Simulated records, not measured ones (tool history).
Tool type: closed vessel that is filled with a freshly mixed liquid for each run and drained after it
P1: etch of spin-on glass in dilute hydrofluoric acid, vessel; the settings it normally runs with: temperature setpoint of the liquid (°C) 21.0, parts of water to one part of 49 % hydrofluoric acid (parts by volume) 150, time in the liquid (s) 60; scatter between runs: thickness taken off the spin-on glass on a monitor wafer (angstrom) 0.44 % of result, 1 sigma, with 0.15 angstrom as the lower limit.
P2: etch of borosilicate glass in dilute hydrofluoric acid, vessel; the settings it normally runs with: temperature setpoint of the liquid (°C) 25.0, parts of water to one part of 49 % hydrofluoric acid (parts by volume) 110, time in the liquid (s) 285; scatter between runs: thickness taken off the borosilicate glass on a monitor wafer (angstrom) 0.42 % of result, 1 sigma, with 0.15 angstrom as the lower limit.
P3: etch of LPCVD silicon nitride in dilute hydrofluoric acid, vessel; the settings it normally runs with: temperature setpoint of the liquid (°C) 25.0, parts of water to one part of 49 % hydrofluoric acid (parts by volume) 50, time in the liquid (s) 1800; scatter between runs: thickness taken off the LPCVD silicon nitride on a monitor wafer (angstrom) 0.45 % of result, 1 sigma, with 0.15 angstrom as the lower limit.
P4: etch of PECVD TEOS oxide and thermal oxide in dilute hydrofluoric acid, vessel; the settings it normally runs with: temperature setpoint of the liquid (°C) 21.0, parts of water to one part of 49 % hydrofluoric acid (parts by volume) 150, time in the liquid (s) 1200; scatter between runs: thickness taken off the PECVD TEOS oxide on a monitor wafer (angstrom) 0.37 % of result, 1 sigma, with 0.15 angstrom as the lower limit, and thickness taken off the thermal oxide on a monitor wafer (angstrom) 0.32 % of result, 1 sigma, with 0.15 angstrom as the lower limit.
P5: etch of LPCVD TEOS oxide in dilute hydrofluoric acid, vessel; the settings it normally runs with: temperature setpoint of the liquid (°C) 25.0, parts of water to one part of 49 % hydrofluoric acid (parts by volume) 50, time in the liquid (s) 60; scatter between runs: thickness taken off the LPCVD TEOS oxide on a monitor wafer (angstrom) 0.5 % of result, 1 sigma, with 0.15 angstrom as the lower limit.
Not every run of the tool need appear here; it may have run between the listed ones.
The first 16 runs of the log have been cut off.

| run | hour | process that ran | temperature setpoint of the liquid (°C) | parts of water to one part of 49 % hydrofluoric acid (parts by volume) | time in the liquid (s) | thickness taken off the spin-on glass on a monitor wafer (angstrom) | thickness taken off the borosilicate glass on a monitor wafer (angstrom) | thickness taken off the LPCVD silicon nitride on a monitor wafer (angstrom) | thickness taken off the PECVD TEOS oxide on a monitor wafer (angstrom) | thickness taken off the thermal oxide on a monitor wafer (angstrom) | thickness taken off the LPCVD TEOS oxide on a monitor wafer (angstrom) |
|---|---|---|---|---|---|---|---|---|---|---|---|
| 17 | 165.5 | P5 | 32.5 | 50 | 60 |  |  |  |  |  | 334.15 |
| 18 | 176.2 | P1 | 21.0 | 150 | 110 | 233.780 |  |  |  |  |  |
| 19 | 184.0 | P1 | 21.0 | 150 | 60 | 126.510 |  |  |  |  |  |
| 20 | 192.6 | P4 | 21.0 | 55 | 1200 |  |  |  | 1770.10 | 1005.800 |  |
| 21 | 200.4 | P1 | 17.5 | 150 | 105 | 194.250 |  |  |  |  |  |
| 22 | 211.6 | P1 | 21.0 | 150 | 60 | 127.590 |  |  |  |  |  |
| 23 | 223.9 | P1 | 24.5 | 150 | 110 | 266.090 |  |  |  |  |  |
| 24 | 236.6 | P3 | 25.0 | 90 | 1800 |  |  | 110.93 |  |  |  |
| 25 | 243.3 | P1 | 17.0 | 150 | 30 | 54.164 |  |  |  |  |  |
| 26 | 252.4 | P5 | 25.0 | 50 | 100 |  |  |  |  |  | 415.35 |
| 27 | 259.0 | P4 | 21.0 | 150 | 220 |  |  |  | 106.83 | 60.614 |  |
| 28 | 271.2 | P5 | 25.0 | 50 | 60 |  |  |  |  |  | 248.37 |
| 29 | 279.3 | P1 | 17.0 | 150 | 60 | 108.700 |  |  |  |  |  |
| 30 | 286.0 | P1 | 21.0 | 150 | 60 | 127.420 |  |  |  |  |  |
| 31 | 294.5 | P2 | 25.0 | 110 | 285 |  | 478.380 |  |  |  |  |
| 32 | 306.3 | P1 | 21.0 | 150 | 30 | 63.692 |  |  |  |  |  |
| 33 | 313.8 | P2 | 25.0 | 110 | 30 |  | 50.381 |  |  |  |  |
| 34 | 326.4 | P1 | 21.0 | 150 | 60 | 126.810 |  |  |  |  |  |
| 35 | 336.3 | P1 | 21.0 | 150 | 60 | 121.940 |  |  |  |  |  |
| 36 | 342.2 | P1 | 21.0 | 150 | 60 | 118.840 |  |  |  |  |  |
| 37 | 350.1 | P1 | 21.0 | 150 | 60 | 118.220 |  |  |  |  |  |
| 38 | 357.1 | P1 | 21.0 | 150 | 60 | 116.600 |  |  |  |  |  |
| 39 | 366.9 | P1 | 21.0 | 150 | 60 | 115.950 |  |  |  |  |  |

Forecast run 40:
| 40 | 375.5 | P1 | 21.0 | 150 | 60 | ? |  |  |  |  |  |

{"run 40": {"thickness taken off the spin-on glass on a monitor wafer (angstrom)": 117.11}}

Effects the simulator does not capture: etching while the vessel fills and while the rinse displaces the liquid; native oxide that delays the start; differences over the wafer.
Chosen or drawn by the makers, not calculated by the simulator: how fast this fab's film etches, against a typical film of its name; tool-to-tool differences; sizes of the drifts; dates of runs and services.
